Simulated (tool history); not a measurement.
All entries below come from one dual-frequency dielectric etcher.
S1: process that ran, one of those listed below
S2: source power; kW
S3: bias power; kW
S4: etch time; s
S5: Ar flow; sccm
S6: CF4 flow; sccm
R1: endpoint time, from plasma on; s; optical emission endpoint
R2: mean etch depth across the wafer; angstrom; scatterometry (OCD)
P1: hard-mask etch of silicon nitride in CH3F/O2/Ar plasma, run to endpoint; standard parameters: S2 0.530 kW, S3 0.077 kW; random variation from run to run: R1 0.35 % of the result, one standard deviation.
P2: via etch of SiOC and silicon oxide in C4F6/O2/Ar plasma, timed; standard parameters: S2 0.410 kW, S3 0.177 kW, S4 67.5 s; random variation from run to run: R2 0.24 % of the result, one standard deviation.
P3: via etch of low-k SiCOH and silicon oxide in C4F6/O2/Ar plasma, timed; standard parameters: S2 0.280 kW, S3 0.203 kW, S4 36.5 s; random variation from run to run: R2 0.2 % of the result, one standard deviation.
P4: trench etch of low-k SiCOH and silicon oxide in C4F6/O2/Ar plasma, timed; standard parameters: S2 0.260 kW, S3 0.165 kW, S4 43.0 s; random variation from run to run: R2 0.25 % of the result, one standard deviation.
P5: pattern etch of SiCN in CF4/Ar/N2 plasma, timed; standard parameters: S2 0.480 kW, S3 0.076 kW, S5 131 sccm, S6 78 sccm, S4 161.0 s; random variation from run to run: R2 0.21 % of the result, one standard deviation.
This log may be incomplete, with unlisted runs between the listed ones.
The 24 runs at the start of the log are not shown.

| run | day | S1 | S2 | S3 | S4 | S5 | S6 | R1 | R2 |
|---|---|---|---|---|---|---|---|---|---|
| 25 | 5.804 | P2 | 0.410 | 0.177 | 67.5 |  |  |  | 755.31 |
| 26 | 6.083 | P3 | 0.370 | 0.203 | 36.5 |  |  |  | 874.84 |
| 27 | 6.279 | P2 | 0.410 | 0.177 | 90.0 |  |  |  | 1004.20 |
| 28 | 6.571 | P5 | 0.480 | 0.076 | 220.0 | 131 | 78 |  | 2009.60 |
| 29 | 6.783 | P1 | 0.670 | 0.051 |  |  |  | 64.829 |  |
| 30 | 6.962 | P2 | 0.250 | 0.177 | 67.5 |  |  |  | 621.56 |
| 31 | 7.171 | P5 | 0.480 | 0.076 | 161.0 | 88 | 78 |  | 1559.50 |
| 32 | 7.488 | P1 | 0.530 | 0.077 |  |  |  | 62.019 |  |
| 33 | 7.729 | P1 | 0.530 | 0.077 |  |  |  | 62.367 |  |
| 34 | 7.933 | P1 | 0.530 | 0.077 |  |  |  | 62.520 |  |
| 35 | 8.221 | P1 | 0.530 | 0.077 |  |  |  | 62.534 |  |
| 36 | 8.550 | P1 | 0.530 | 0.077 |  |  |  | 62.849 |  |
|  | 8.625 | wet clean of the chamber |
| 37 | 8.717 | P1 | 0.530 | 0.077 |  |  |  | 63.119 |  |
| 38 | 9.071 | P1 | 0.530 | 0.077 |  |  |  | 63.082 |  |
| 39 | 9.392 | P1 | 0.530 | 0.077 |  |  |  | 63.145 |  |
| 40 | 9.662 | P1 | 0.530 | 0.077 |  |  |  | 63.097 |  |

Run 41, settings as shown, results not yet in. Your forecast:
| 41 | 9.992 | P1 | 0.530 | 0.077 |  |  |  | ? |  |

{"run 41": {"R1": 63.109}}
